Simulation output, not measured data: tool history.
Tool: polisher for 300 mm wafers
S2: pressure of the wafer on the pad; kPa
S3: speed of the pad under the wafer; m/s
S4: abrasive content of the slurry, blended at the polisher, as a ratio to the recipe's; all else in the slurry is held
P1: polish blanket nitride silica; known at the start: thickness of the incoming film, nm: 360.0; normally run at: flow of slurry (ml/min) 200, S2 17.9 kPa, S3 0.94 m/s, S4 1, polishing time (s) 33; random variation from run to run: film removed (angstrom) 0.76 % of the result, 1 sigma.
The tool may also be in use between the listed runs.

Run 1, day 0.304: flow of slurry (ml/min) 200, S2 17.9 kPa, S3 0.94 m/s, S4 1, polishing time (s) 33. Result: film removed (angstrom) 173.03.
Run 2, day 0.467: flow of slurry (ml/min) 200, S2 17.9 kPa, S3 0.94 m/s, S4 0.55, polishing time (s) 33. Result: film removed (angstrom) 126.12.
Run 3, day 0.729: flow of slurry (ml/min) 200, S2 17.9 kPa, S3 0.94 m/s, S4 1, polishing time (s) 33. Result: film removed (angstrom) 173.42.
Run 4, day 1.012: flow of slurry (ml/min) 120, S2 17.9 kPa, S3 0.94 m/s, S4 1, polishing time (s) 33. Result: film removed (angstrom) 158.2.
Run 5, day 1.283: flow of slurry (ml/min) 200, S2 17.9 kPa, S3 1.26 m/s, S4 1, polishing time (s) 33. Result: film removed (angstrom) 220.75.
Run 6, day 1.521: flow of slurry (ml/min) 200, S2 17.9 kPa, S3 0.94 m/s, S4 1, polishing time (s) 50. Result: film removed (angstrom) 259.38.
Run 7, day 1.825: flow of slurry (ml/min) 200, S2 17.9 kPa, S3 0.94 m/s, S4 1, polishing time (s) 33. Result: film removed (angstrom) 175.53.
Run 8, day 2.108: flow of slurry (ml/min) 200, S2 17.9 kPa, S3 0.94 m/s, S4 1, polishing time (s) 33. Result: film removed (angstrom) 174.36.
Run 9, day 2.288: flow of slurry (ml/min) 200, S2 17.9 kPa, S3 0.94 m/s, S4 1.25, polishing time (s) 33. Result: film removed (angstrom) 192.76.
Run 10, day 2.475: flow of slurry (ml/min) 200, S2 8.3 kPa, S3 0.94 m/s, S4 1, polishing time (s) 33. Result: film removed (angstrom) 79.763.
Run 11, day 2.629: flow of slurry (ml/min) 200, S2 17.9 kPa, S3 0.46 m/s, S4 1, polishing time (s) 33. Result: film removed (angstrom) 97.834.
Run 12, day 2.854: flow of slurry (ml/min) 200, S2 17.9 kPa, S3 0.94 m/s, S4 1, polishing time (s) 33. Result: film removed (angstrom) 173.41.
Run 13, day 3.008: flow of slurry (ml/min) 200, S2 17.9 kPa, S3 0.94 m/s, S4 1, polishing time (s) 23. Result: film removed (angstrom) 120.78.
Run 14, day 3.229: flow of slurry (ml/min) 200, S2 26.9 kPa, S3 0.94 m/s, S4 1, polishing time (s) 33. Result: film removed (angstrom) 256.92.

Forecast run 15:
Run 15, day 3.367: flow of slurry (ml/min) 280, S2 17.9 kPa, S3 0.94 m/s, S4 1, polishing time (s) 33. Result: film removed (angstrom) ?.

{"run 15": {"film removed (angstrom)": 179.71}}
